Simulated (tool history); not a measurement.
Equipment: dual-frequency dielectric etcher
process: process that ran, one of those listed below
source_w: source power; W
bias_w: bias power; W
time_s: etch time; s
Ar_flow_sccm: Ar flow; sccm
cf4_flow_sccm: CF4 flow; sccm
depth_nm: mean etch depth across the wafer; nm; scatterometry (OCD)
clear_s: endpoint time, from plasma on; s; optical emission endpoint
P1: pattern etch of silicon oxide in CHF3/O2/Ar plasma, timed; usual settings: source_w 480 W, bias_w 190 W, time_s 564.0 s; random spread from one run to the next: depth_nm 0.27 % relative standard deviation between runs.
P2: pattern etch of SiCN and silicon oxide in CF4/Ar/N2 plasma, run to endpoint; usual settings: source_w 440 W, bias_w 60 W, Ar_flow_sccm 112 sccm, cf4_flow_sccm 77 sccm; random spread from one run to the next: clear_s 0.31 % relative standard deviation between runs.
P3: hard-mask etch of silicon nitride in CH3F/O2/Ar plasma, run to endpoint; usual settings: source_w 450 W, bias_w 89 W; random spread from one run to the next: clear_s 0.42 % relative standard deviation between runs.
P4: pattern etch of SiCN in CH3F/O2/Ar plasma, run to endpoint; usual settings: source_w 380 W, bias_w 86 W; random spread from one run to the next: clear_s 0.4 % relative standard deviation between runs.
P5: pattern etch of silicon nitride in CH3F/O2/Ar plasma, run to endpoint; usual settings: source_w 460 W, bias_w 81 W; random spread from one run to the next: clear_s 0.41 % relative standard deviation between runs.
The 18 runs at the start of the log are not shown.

run	day	process	source_w	bias_w	time_s	Ar_flow_sccm	cf4_flow_sccm	depth_nm	clear_s
19	3.742	P1	480	190	310.0			587.91	
20	3.858	P1	340	190	564.0			941.47	
21	4.046	P3	450	89					35.868
22	4.304	P2	610	60		112	77		8.440
23	4.454	P2	440	60		66	77		10.385
24	4.604	P1	480	136	564.0			960.87	
25	4.846	P4	380	86					21.096
26	5.096	P5	460	64					77.971
27	5.329	P3	450	89					35.610

Estimate the outcome of run 28 from the log above:
28	5.462	P2	440	60		112	108		?

clear_s: 10.659 s

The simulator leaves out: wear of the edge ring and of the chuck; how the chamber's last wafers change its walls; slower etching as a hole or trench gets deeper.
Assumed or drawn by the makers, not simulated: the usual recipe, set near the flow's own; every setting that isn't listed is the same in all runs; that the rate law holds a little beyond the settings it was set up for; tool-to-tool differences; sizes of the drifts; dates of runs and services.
